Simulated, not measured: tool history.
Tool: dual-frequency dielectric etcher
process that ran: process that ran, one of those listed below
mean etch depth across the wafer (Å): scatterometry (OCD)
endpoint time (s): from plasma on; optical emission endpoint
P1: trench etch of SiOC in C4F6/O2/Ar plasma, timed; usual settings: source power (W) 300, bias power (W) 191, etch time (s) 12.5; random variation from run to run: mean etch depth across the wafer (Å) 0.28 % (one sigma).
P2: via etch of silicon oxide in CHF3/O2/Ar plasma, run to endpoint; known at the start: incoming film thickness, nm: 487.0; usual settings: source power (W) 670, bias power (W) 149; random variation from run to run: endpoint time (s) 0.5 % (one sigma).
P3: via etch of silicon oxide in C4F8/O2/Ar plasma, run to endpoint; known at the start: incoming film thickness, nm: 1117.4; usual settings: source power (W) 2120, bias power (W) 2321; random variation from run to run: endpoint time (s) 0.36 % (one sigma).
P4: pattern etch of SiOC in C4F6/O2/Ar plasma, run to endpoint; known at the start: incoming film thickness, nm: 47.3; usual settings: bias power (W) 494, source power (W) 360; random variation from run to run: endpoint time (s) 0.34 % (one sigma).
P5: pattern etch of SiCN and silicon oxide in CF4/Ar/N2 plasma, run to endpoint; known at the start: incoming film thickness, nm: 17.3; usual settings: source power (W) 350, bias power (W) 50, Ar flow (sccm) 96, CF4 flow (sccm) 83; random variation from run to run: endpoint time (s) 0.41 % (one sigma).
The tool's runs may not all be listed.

run   hour  process that ran  source power (W)  bias power (W)  etch time (s)  Ar flow (sccm)  CF4 flow (sccm)  mean etch depth across the wafer (Å)  endpoint time (s)
  1    6.4                P1               300             191           12.5                                                                 243.68
  2   13.4                P1               410             191            7.5                                                                 164.49
  3   17.6                P5               350              50                             96              106                                                   25.936
  4   24.7                P4               270             494                                                                                                   18.204
  5   30.3                P3              2120            2775                                                                                                   192.99
  6   36.4                P1               210             191           12.5                                                                 212.19
  7   43.6                P3              2120            2321                                                                                                   202.87
  8   50.7                P1               300             191             16                                                                 312.03
  9   57.6                P5               270              50                             96               83                                                   34.037
 10   61.7                P2               410             149                                                                                                   305.34
 11   68.3                P2               670             149                                                                                                   255.26
 12   72.3                P1               400             191           12.5                                                                 272.63
 13   78.6                P1               410             191             18                                                                 396.13
 14   82.7                P5               350              50                             96               83                                                   26.967
 15   89.3                P4               360             494                                                                                                   16.371
 16     96                P1               300             191           12.5                                                                 243.76
 17   99.7                P5               350              34                             96               83                                                   30.152
 18  103.9                P1               300             191           12.5                                                                 242.82
 19  110.3                P4               360             359                                                                                                   18.383
 20  114.3                P5               350              50                             57               83                                                   25.087
 21  119.3                P1               300             191            8.5                                                                 165.35
 22  123.9                P1               300             191           12.5                                                                 243.28
 23  129.2                P3              3010            2321                                                                                                   177.09
 24    133                P1               300             268           12.5                                                                 271.76
 25  137.6                P1               300             191           12.5                                                                 244.69
 26  144.3                P1               300             119           12.5                                                                 208.53
 27  147.9                P2               670              97                                                                                                   287.69
 28  154.6                P1               300             191           12.5                                                                 242.99

Forecast run 29:
 29  161.3                P1               300             191           12.5                                                                      ?

{"run 29": {"mean etch depth across the wafer (Å)": 242.09}}
